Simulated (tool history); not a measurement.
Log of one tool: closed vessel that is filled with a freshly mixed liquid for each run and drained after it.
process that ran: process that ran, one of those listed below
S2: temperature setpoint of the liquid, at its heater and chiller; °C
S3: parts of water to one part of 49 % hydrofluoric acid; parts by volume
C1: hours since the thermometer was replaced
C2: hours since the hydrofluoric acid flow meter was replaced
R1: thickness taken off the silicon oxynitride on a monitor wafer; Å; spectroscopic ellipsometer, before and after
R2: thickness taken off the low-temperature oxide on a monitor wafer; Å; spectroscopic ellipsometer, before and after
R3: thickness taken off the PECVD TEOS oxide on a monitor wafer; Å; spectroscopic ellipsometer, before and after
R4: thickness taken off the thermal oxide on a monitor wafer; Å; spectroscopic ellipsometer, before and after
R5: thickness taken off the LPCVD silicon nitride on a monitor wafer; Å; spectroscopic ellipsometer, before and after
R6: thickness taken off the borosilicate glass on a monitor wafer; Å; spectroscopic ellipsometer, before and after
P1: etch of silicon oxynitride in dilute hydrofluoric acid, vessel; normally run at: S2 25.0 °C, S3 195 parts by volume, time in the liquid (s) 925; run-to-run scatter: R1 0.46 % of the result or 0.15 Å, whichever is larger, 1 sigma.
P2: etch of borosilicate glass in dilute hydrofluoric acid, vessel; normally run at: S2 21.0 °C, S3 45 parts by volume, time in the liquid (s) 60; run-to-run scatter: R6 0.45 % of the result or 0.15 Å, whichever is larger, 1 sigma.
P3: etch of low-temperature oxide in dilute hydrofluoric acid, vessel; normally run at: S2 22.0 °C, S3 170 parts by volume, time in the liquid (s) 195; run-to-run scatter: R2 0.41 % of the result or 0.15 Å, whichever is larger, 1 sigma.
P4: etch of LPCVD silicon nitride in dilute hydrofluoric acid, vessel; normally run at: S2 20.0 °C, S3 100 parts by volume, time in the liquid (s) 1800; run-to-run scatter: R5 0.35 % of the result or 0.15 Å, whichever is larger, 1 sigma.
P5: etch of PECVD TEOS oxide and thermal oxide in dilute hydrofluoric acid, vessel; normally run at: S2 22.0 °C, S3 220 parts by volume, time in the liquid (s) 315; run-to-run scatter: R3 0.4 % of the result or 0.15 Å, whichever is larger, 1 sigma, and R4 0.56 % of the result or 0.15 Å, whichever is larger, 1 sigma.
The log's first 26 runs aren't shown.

run 27 hour=362.0 | process_that_ran=P2 S2=17.0 S3=45 time_in_the_liquid_(s)=60 | C1=1319.6 C2=1208.2 | R6=330.21
run 28 hour=380.3 | process_that_ran=P1 S2=25.0 S3=195 time_in_the_liquid_(s)=925 | C1=1337.9 C2=1226.5 | R1=150.3400
run 29 hour=396.7 | process_that_ran=P1 S2=25.0 S3=345 time_in_the_liquid_(s)=925 | C1=1354.3 C2=1242.9 | R1=75.8350
run 30 hour=407.0 | process_that_ran=P1 S2=25.0 S3=195 time_in_the_liquid_(s)=925 | C1=1364.6 C2=1253.2 | R1=149.4500
run 31 hour=417.1 | process_that_ran=P1 S2=25.0 S3=195 time_in_the_liquid_(s)=925 | C1=1374.7 C2=1263.3 | R1=151.1300
run 32 hour=434.0 | process_that_ran=P1 S2=25.0 S3=195 time_in_the_liquid_(s)=925 | C1=1391.6 C2=1280.2 | R1=147.0100
run 33 hour=451.2 | process_that_ran=P1 S2=25.0 S3=195 time_in_the_liquid_(s)=925 | C1=1408.8 C2=1297.4 | R1=143.9700
run 34 hour=469.1 | process_that_ran=P1 S2=25.0 S3=195 time_in_the_liquid_(s)=925 | C1=1426.7 C2=1315.3 | R1=142.5200
run 35 hour=481.4 | process_that_ran=P1 S2=25.0 S3=195 time_in_the_liquid_(s)=925 | C1=1439.0 C2=1327.6 | R1=141.2500

The next listed run, before its measurement:
run 36 hour=494.2 | process_that_ran=P1 S2=25.0 S3=195 time_in_the_liquid_(s)=925 | C1=1451.8 C2=1340.4 | R1=?

R1: 141.6000 Å
